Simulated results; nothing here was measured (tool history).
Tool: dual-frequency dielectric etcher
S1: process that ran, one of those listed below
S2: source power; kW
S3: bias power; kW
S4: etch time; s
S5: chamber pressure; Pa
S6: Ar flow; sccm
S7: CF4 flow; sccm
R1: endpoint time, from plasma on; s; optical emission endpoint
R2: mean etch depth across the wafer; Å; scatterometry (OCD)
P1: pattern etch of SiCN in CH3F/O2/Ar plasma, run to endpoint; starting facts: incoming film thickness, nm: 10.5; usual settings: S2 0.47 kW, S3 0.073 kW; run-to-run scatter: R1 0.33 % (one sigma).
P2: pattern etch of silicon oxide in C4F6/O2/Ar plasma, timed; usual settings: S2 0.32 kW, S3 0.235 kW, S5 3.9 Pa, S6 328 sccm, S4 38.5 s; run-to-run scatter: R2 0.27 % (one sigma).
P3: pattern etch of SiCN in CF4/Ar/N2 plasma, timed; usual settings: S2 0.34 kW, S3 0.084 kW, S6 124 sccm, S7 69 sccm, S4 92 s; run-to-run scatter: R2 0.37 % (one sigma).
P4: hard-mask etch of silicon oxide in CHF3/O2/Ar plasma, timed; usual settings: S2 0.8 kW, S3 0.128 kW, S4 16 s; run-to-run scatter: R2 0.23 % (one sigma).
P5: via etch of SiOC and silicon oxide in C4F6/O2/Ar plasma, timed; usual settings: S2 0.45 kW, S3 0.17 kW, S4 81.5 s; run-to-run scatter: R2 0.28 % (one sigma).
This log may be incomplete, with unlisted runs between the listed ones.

{"run": 1, "day": 0.621, "S1": "P1", "S2": 0.47, "S3": 0.073, "R1": 25.922}
{"run": 2, "day": 1.125, "S1": "P4", "S2": 0.8, "S3": 0.128, "S4": 9, "R2": 179.82}
{"run": 3, "day": 1.696, "S1": "P1", "S2": 0.65, "S3": 0.098, "R1": 20.753}
{"run": 4, "day": 2.108, "S1": "P2", "S2": 0.32, "S3": 0.235, "S4": 38.5, "S5": 3.9, "S6": 328, "R2": 1231.4}
{"run": 5, "day": 2.729, "S1": "P3", "S2": 0.34, "S3": 0.084, "S4": 92, "S6": 124, "S7": 87, "R2": 666.72}
{"run": 6, "day": 3.329, "S1": "P1", "S2": 0.47, "S3": 0.073, "R1": 25.919}
{"run": 7, "day": 3.996, "S1": "P2", "S2": 0.32, "S3": 0.235, "S4": 38.5, "S5": 4.9, "S6": 328, "R2": 1203.3}
{"run": 8, "day": 4.442, "S1": "P1", "S2": 0.47, "S3": 0.073, "R1": 25.72}
{"run": 9, "day": 4.762, "S1": "P4", "S2": 0.8, "S3": 0.128, "S4": 16, "R2": 321.45}
{"run": 10, "day": 5.475, "S1": "P3", "S2": 0.34, "S3": 0.084, "S4": 92, "S6": 124, "S7": 69, "R2": 643.92}
{"run": 11, "day": 6.008, "S1": "P2", "S2": 0.32, "S3": 0.235, "S4": 56, "S5": 3.9, "S6": 328, "R2": 1794.4}
{"run": 12, "day": 6.558, "S1": "P3", "S2": 0.34, "S3": 0.084, "S4": 92, "S6": 82, "S7": 69, "R2": 679.82}
{"run": 13, "day": 6.871, "S1": "P5", "S2": 0.45, "S3": 0.104, "S4": 81.5, "R2": 832.9}
{"run": 14, "day": 7.217, "S1": "P4", "S2": 0.8, "S3": 0.088, "S4": 16, "R2": 287.4}
{"run": 15, "day": 7.604, "S1": "P3", "S2": 0.34, "S3": 0.084, "S4": 121, "S6": 124, "S7": 69, "R2": 851.96}
{"run": 16, "day": 8.033, "S1": "P2", "S2": 0.32, "S3": 0.235, "S4": 38.5, "S5": 3.9, "S6": 328, "R2": 1229.4}
{"run": 17, "day": 8.662, "S1": "P2", "S2": 0.32, "S3": 0.235, "S4": 38.5, "S5": 3.9, "S6": 444, "R2": 1184.5}
{"run": 18, "day": 9.2, "S1": "P4", "S2": 1.06, "S3": 0.128, "S4": 16, "R2": 359.3}
{"run": 19, "day": 9.542, "S1": "P3", "S2": 0.34, "S3": 0.05, "S4": 92, "S6": 124, "S7": 69, "R2": 534.4}
{"run": 20, "day": 9.979, "S1": "P5", "S2": 0.63, "S3": 0.17, "S4": 81.5, "R2": 1096.4}
{"run": 21, "day": 10.667, "S1": "P5", "S2": 0.45, "S3": 0.17, "S4": 45, "R2": 534.41}
{"run": 22, "day": 11.004, "S1": "P1", "S2": 0.47, "S3": 0.086, "R1": 24.426}
{"run": 23, "day": 11.658, "S1": "P5", "S2": 0.45, "S3": 0.17, "S4": 81.5, "R2": 964.49}
{"run": 24, "day": 12.342, "S1": "P3", "S2": 0.27, "S3": 0.084, "S4": 92, "S6": 124, "S7": 69, "R2": 532.29}
{"run": 25, "day": 12.733, "S1": "P1", "S2": 0.33, "S3": 0.073, "R1": 29.559}
{"run": 26, "day": 13.071, "S1": "P1", "S2": 0.47, "S3": 0.073, "R1": 25.767}
{"run": 27, "day": 13.504, "S1": "P1", "S2": 0.47, "S3": 0.073, "R1": 25.85}
{"run": 28, "day": 14.038, "S1": "P1", "S2": 0.47, "S3": 0.073, "R1": 25.901}
{"run": 29, "day": 14.542, "S1": "P2", "S2": 0.22, "S3": 0.235, "S4": 38.5, "S5": 3.9, "S6": 328, "R2": 1069.1}
{"run": 30, "day": 14.946, "S1": "P1", "S2": 0.61, "S3": 0.073, "R1": 23.377}
{"run": 31, "day": 15.346, "S1": "P2", "S2": 0.32, "S3": 0.304, "S4": 38.5, "S5": 3.9, "S6": 328, "R2": 1341.6}
{"run": 32, "day": 15.929, "S1": "P1", "S2": 0.47, "S3": 0.049, "R1": 29.542}
{"run": 33, "day": 16.646, "S1": "P1", "S2": 0.47, "S3": 0.073, "R1": 25.827}
{"run": 34, "day": 17.038, "S1": "P1", "S2": 0.47, "S3": 0.073, "R1": 25.919}
{"run": 35, "day": 17.638, "S1": "P1", "S2": 0.47, "S3": 0.073, "R1": 26.11}
{"run": 36, "day": 18.079, "S1": "P1", "S2": 0.47, "S3": 0.073, "R1": 25.997}
{"run": 37, "day": 18.521, "S1": "P1", "S2": 0.47, "S3": 0.073, "R1": 26.159}
{"run": 38, "day": 18.883, "S1": "P1", "S2": 0.47, "S3": 0.073, "R1": 26.382}
{"run": 39, "day": 19.346, "S1": "P1", "S2": 0.47, "S3": 0.073, "R1": 26.225}
{"day": 19.392, "done": "wet clean of the chamber"}
{"run": 40, "day": 19.992, "S1": "P1", "S2": 0.47, "S3": 0.073, "R1": 26.089}
{"run": 41, "day": 20.604, "S1": "P1", "S2": 0.47, "S3": 0.073, "R1": 26.23}
{"run": 42, "day": 21.0, "S1": "P1", "S2": 0.47, "S3": 0.073, "R1": 26.395}
{"run": 43, "day": 21.508, "S1": "P1", "S2": 0.47, "S3": 0.073, "R1": 26.182}

What P1 gives has crept away from where it was. These 2 causes fit the log equally well, each at the size given:
A: source power that arrives under what is set, % = 4.34
B: bias power that arrives under what is set, % = 4.69
Onset of the creep was near day 17.038.
Excluded causes, each with its reason:
chamber walls in a state that lowers the etch rate, %: serviced at day 19.392, after the change had begun; the process did not return to its earlier output

Each of the check runs listed below is run on 2 wafers and reports their average, with the results left as question marks. Pick the one under which the possible causes would lead to clearly different results.
{"run": "check 1", "day": 22.017, "S1": "P3", "S2": 0.34, "S3": 0.056, "S4": 92, "S6": 85, "S7": 69, "R2": "?"}
{"run": "check 2", "day": 22.017, "S1": "P5", "S2": 0.45, "S3": 0.129, "S4": 47, "R2": "?"}
{"run": "check 3", "day": 22.017, "S1": "P4", "S2": 0.96, "S3": 0.128, "S4": 9, "R2": "?"}
{"run": "check 4", "day": 22.017, "S1": "P2", "S2": 0.32, "S3": 0.235, "S4": 56, "S5": 3.9, "S6": 413, "R2": "?"}

Predicted outcomes, by check and by cause:
check=check_1 result=R2 if_A=568.33 if_B=581.89
check=check_2 result=R2 if_A=502.94 if_B=504.69
check=check_3 result=R2 if_A=190.49 if_B=191.1
check=check_4 result=R2 if_A=1715.1 if_B=1716.4
Smallest distance between any two causes, each pair judged by its most separating result, in per cent: check 1 2.36 %; check 2 0.35 %; check 3 0.32 %; check 4 0.07 %
The other checks would show nearly matching results whichever cause is true, so check 1 is the only one that separates the causes.

Check 1 was carried out, with these results: R2 568.99 Å. Which of the listed causes is responsible?

The correct cause is A, namely: source power that arrives under what is set, %.
